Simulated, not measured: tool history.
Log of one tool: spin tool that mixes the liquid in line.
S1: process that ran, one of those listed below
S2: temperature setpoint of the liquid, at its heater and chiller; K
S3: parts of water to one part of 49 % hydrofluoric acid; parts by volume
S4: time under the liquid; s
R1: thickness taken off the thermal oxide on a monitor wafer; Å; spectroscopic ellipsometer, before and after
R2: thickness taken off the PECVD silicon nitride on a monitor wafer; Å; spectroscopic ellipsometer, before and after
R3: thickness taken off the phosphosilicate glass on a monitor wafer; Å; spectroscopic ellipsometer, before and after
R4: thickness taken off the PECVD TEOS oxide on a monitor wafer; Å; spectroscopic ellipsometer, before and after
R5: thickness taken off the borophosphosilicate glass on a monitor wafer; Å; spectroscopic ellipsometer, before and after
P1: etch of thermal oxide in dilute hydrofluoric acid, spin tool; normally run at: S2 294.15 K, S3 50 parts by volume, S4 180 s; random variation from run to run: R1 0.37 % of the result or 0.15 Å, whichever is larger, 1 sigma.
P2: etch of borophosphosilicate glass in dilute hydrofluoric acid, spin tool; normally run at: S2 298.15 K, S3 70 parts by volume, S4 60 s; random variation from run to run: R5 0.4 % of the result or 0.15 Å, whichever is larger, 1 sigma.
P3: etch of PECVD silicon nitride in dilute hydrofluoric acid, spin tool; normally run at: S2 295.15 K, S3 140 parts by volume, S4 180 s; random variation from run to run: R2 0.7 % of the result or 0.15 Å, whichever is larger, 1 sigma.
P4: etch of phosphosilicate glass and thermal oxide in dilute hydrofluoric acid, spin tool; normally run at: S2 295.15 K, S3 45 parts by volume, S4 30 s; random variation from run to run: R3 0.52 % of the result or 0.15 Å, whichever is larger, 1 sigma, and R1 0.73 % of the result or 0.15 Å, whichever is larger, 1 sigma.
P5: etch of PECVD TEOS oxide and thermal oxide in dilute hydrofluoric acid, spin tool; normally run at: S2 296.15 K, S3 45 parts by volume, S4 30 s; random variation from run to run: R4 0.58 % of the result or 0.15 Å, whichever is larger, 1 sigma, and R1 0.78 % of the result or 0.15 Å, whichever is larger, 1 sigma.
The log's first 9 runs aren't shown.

run	hour	S1	S2	S3	S4	R1	R2	R3	R4	R5
10	93.2	P4	295.15	45	30	32.469		826.84		
11	98.6	P5	296.15	25	30	56.821			211.190	
12	110.2	P1	294.15	50	180	151.450				
13	120.4	P1	294.15	50	320	269.970				
14	129.8	P3	295.15	140	90		18.415			
15	138.8	P5	296.15	45	30	30.708			114.010	
16	146.5	P3	299.15	140	180		47.582			
17	155.1	P2	298.15	70	15					75.384
18	163.2	P2	298.15	70	60					302.220
19	169.0	P1	290.15	50	180	127.600				
20	174.9	P4	295.15	30	30	50.649		1260.80		
21	181.1	P5	296.15	45	15	15.118			57.253	

Run 22 comes next. What will it give?
22	189.5	P2	298.15	70	60					?

{"run 22": {"R5": 299.51}}
